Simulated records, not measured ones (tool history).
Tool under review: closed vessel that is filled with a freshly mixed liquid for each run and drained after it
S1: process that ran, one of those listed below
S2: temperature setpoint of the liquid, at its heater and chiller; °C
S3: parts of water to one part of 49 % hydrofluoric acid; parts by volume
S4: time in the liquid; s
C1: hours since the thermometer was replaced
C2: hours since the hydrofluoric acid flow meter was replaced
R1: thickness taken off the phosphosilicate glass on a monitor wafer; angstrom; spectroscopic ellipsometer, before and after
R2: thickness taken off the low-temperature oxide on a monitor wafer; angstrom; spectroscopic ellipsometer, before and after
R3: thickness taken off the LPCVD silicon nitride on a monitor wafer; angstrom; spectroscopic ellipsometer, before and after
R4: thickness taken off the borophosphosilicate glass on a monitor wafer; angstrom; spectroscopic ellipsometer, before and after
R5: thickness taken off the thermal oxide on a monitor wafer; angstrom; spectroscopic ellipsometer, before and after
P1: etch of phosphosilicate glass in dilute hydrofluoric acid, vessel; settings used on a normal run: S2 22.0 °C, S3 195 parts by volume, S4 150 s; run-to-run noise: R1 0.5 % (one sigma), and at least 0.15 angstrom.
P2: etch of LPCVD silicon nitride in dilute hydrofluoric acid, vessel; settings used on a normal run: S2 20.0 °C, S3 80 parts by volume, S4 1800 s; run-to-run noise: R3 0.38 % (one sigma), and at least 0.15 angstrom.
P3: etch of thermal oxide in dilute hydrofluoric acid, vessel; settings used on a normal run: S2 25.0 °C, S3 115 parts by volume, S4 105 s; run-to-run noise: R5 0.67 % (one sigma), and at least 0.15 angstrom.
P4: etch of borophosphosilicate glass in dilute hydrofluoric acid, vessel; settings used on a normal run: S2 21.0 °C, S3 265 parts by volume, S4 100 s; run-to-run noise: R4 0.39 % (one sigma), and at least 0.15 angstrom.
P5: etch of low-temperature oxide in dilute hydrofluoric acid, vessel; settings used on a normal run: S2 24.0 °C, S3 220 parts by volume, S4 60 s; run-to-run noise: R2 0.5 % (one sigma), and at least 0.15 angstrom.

run	hour	S1	S2	S3	S4	C1	C2	R1	R2	R3	R4	R5
1	6.9	P1	22.0	195	150	847.9	757.6	478.80				
2	13.1	P5	24.0	220	60	854.1	763.8		76.207			
3	18.7	P1	22.0	60	150	859.7	769.4	1811.80				
4	24.4	P1	22.0	195	150	865.4	775.1	483.39				
5	29.7	P2	20.0	80	1800	870.7	780.4			79.0320		
6	37.6	P2	20.0	35	1800	878.6	788.3			176.3200		
7	47.1	P4	21.0	100	100	888.1	797.8				231.270	
8	53.9	P1	22.0	195	235	894.9	804.6	753.39				
9	59.9	P1	22.0	195	150	900.9	810.6	481.63				
10	64.5	P1	28.5	195	150	905.5	815.2	608.43				
11	74.2	P5	24.0	135	60	915.2	824.9		137.410			
12	80.0	P3	25.0	185	105	921.0	830.7					25.495
13	85.0	P3	30.5	115	105	926.0	835.7					54.881
14	94.9	P1	22.0	295	150	935.9	845.6	288.62				
15	103.1	P5	18.5	220	60	944.1	853.8		62.252			
16	107.8	P2	20.0	80	225	948.8	858.5			9.9481		
17	114.3	P3	25.0	115	170	955.3	865.0					72.043
18	119.3	P1	17.0	195	150	960.3	870.0	394.57				
19	127.0	P2	20.0	80	1800	968.0	877.7			79.3160		
20	136.7	P1	22.0	195	150	977.7	887.4	482.16				
21	144.7	P1	22.0	60	275	985.7	895.4	3348.60				
22	153.4	P4	29.5	265	100	994.4	904.1				99.073	
23	160.1	P5	24.0	220	30	1001.1	910.8		38.239			
24	169.2	P1	22.0	195	75	1010.2	919.9	239.77				
25	174.5	P4	21.0	265	170	1015.5	925.2				125.660	
26	179.6	P3	25.0	115	105	1020.6	930.3					44.119
27	186.1	P1	22.0	325	30	1027.1	936.8	51.53				
28	191.9	P1	22.0	195	150	1032.9	942.6	481.70				
29	196.9	P1	26.5	265	150	1037.9	947.6	387.28				
30	204.9	P5	24.0	220	60	1045.9	955.6		77.358			
31	210.7	P2	17.0	80	1800	1051.7	961.4			63.9130		
32	219.6	P4	21.0	265	100	1060.6	970.3				73.191	
33	228.1	P1	22.0	195	150	1069.1	978.8	484.41				
34	235.9	P1	22.0	195	150	1076.9	986.6	497.91				
35	241.3	P1	22.0	195	150	1082.3	992.0	507.46				
36	247.5	P1	22.0	195	150	1088.5	998.2	508.51				
37	253.1	P1	22.0	195	150	1094.1	1003.8	516.45				
38	262.9	P1	22.0	195	150	1103.9	1013.6	517.13				

Run 39 has not been measured yet. What should we expect?
39	271.8	P1	22.0	195	150	1112.8	1022.5	?				

R1: 521.93 angstrom
